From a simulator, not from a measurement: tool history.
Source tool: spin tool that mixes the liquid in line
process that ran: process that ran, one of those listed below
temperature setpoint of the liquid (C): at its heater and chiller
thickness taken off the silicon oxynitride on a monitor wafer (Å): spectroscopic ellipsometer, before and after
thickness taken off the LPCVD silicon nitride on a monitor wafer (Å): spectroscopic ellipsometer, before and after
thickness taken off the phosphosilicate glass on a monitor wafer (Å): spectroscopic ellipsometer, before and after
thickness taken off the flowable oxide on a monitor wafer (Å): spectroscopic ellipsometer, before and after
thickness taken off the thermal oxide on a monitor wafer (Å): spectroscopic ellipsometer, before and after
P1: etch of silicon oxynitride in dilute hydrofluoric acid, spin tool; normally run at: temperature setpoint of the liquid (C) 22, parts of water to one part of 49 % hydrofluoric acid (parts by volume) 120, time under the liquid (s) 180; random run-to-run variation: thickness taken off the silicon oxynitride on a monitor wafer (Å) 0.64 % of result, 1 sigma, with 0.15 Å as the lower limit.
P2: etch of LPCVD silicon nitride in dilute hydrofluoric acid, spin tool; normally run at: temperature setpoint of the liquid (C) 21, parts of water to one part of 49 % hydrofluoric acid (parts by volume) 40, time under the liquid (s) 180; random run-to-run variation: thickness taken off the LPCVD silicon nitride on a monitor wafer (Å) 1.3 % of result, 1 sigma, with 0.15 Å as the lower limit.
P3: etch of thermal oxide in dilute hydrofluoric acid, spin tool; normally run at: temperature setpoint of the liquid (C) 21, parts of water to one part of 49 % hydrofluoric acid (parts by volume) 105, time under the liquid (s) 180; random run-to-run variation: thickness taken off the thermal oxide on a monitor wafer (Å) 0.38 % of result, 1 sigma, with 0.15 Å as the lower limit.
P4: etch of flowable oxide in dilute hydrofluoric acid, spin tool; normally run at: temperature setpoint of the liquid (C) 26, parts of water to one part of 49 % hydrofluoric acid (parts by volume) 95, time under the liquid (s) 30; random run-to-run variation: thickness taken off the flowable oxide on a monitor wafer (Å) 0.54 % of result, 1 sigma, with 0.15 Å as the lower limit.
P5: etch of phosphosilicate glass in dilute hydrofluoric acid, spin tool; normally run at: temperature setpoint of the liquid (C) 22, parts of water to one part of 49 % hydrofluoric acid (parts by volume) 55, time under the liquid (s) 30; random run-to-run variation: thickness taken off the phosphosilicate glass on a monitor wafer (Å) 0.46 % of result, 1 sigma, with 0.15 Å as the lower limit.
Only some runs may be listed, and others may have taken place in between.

run   hour  process that ran  temperature setpoint of the liquid (C)  parts of water to one part of 49 % hydrofluoric acid (parts by volume)  time under the liquid (s)  hours since the thermometer was replaced  hours since the hydrofluoric acid flow meter was replaced  thickness taken off the silicon oxynitride on a monitor wafer (Å)  thickness taken off the LPCVD silicon nitride on a monitor wafer (Å)  thickness taken off the phosphosilicate glass on a monitor wafer (Å)  thickness taken off the flowable oxide on a monitor wafer (Å)  thickness taken off the thermal oxide on a monitor wafer (Å)
  1    3.3                P1                                      22                                                                     120                        180                                     213.6                                                      221.7                                                             42.986
  2    9.8                P1                                      22                                                                     120                         30                                     220.1                                                      228.2                                                             7.1783
  3   13.5                P1                                      22                                                                     120                        180                                     223.8                                                      231.9                                                             42.428
  4   19.5                P2                                      21                                                                      40                        180                                     229.8                                                      237.9                                                                                                                                   19.425
  5   23.6                P5                                      22                                                                      55                         15                                     233.9                                                        242                                                                                                                                                                                                         200.24
  6   26.8                P1                                      22                                                                     180                        180                                     237.1                                                      245.2                                                             27.363
  7     33                P4                                    18.5                                                                      95                         30                                     243.3                                                      251.4                                                                                                                                                                                                                                                                        127.83
      34.2  -- thermometer replaced
  8   38.9                P4                                      26                                                                      95                         30                                       4.7                                                      257.3                                                                                                                                                                                                                                                                        173.06
  9   44.5                P3                                      21                                                                     105                         25                                      10.3                                                      262.9                                                                                                                                                                                                                                                                                                                                      9.1031
 10   49.1                P1                                    27.5                                                                     120                        180                                      14.9                                                      267.5                                                             55.565
 11   52.7                P4                                      26                                                                      95                         30                                      18.5                                                      271.1                                                                                                                                                                                                                                                                        174.05
 12   59.1                P5                                      22                                                                      55                         30                                      24.9                                                      277.5                                                                                                                                                                                                         405.57
 13   65.6                P1                                      22                                                                     120                        180                                      31.4                                                        284                                                              43.11
 14   69.5                P4                                      26                                                                      95                         15                                      35.3                                                      287.9                                                                                                                                                                                                                                                                         87.01
 15   73.1                P1                                      22                                                                     120                        180                                      38.9                                                      291.5                                                             42.496
 16   78.7                P2                                      21                                                                      40                        300                                      44.5                                                      297.1                                                                                                                                    31.25
 17   82.2                P2                                      17                                                                      40                        180                                        48                                                      300.6                                                                                                                                   13.921
 18   88.2                P1                                      22                                                                     120                        180                                        54                                                      306.6                                                               43.2
 19   91.3                P5                                      17                                                                      55                         30                                      57.1                                                      309.7                                                                                                                                                                                                         325.96
 20   94.4                P5                                      22                                                                      20                         30                                      60.2                                                      312.8                                                                                                                                                                                                           1154
 21     99                P3                                      21                                                                     105                        180                                      64.8                                                      317.4                                                                                                                                                                                                                                                                                                                                      65.246
 22  102.6                P1                                      17                                                                     120                        180                                      68.4                                                        321                                                             33.449
 23  108.2                P1                                      22                                                                      20                        180                                        74                                                      326.6                                                             275.56
 24  114.8                P3                                      21                                                                      25                        180                                      80.6                                                      333.2                                                                                                                                                                                                                                                                                                                                      302.23
 25  119.5                P4                                      26                                                                      25                         30                                      85.3                                                      337.9                                                                                                                                                                                                                                                                        721.39
 26  123.4                P1                                    17.5                                                                     160                        180                                      89.2                                                      341.8                                                             25.017

Run 27 has not been measured yet. What should we expect?
 27  126.8                P3                                      17                                                                     105                        180                                      92.6                                                      345.2                                                                                                                                                                                                                                                                                                                                           ?

{"run 27": {"thickness taken off the thermal oxide on a monitor wafer (Å)": 55.321}}

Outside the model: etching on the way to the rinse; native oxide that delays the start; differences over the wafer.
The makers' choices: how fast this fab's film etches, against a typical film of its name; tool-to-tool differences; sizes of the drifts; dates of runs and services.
